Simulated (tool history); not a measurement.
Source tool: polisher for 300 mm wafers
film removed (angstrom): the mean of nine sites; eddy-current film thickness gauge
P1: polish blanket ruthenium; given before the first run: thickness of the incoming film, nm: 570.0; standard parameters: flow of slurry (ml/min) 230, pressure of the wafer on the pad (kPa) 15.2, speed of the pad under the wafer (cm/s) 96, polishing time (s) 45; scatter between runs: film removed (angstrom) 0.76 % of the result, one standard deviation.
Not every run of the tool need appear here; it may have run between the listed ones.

run,day,flow of slurry (ml/min),pressure of the wafer on the pad (kPa),speed of the pad under the wafer (cm/s),polishing time (s),wafers polished on this pad,hours since the slurry nozzle was cleaned,hours since the head pressure was calibrated,film removed (angstrom)
1,0.662,230,15.2,96,45,348,191.9,426.1,582.37
2,1.154,320,15.2,96,20,435,203.7,437.9,270.54
3,1.504,230,15.2,44,45,497,212.1,446.3,268.96
4,2.117,140,15.2,96,45,604,226.8,461.0,535.60
5,2.579,230,15.2,126,29,686,237.9,472.1,499.30
# day 2.854: slurry nozzle cleaned
6,3.254,230,9.0,96,45,805,9.6,488.3,351.27
7,3.933,325,15.2,96,45,924,25.9,504.6,601.16
8,4.367,230,15.2,96,45,1001,36.3,515.0,587.82
9,4.933,230,20.0,96,45,1100,49.9,528.6,785.80
10,5.546,230,15.2,96,45,1208,64.6,543.3,587.50
11,5.900,230,15.2,96,67,1271,73.1,551.8,884.37
12,6.533,230,15.2,96,45,1382,88.3,567.0,579.41
13,7.004,230,15.2,96,45,1465,99.6,578.3,589.38
14,7.325,230,15.2,152,45,1522,107.3,586.0,934.87
15,7.883,230,15.2,96,33,1620,120.7,599.4,430.80
16,8.233,230,15.2,96,45,1681,129.1,607.8,587.28
17,8.712,230,15.2,96,45,1766,140.6,619.3,586.24
18,9.150,230,15.2,96,45,1843,151.1,629.8,569.67

Run 19 has not been measured yet. What should we expect?
19,9.567,230,15.2,96,45,1916,161.1,639.8,?

film removed (angstrom): 567.99

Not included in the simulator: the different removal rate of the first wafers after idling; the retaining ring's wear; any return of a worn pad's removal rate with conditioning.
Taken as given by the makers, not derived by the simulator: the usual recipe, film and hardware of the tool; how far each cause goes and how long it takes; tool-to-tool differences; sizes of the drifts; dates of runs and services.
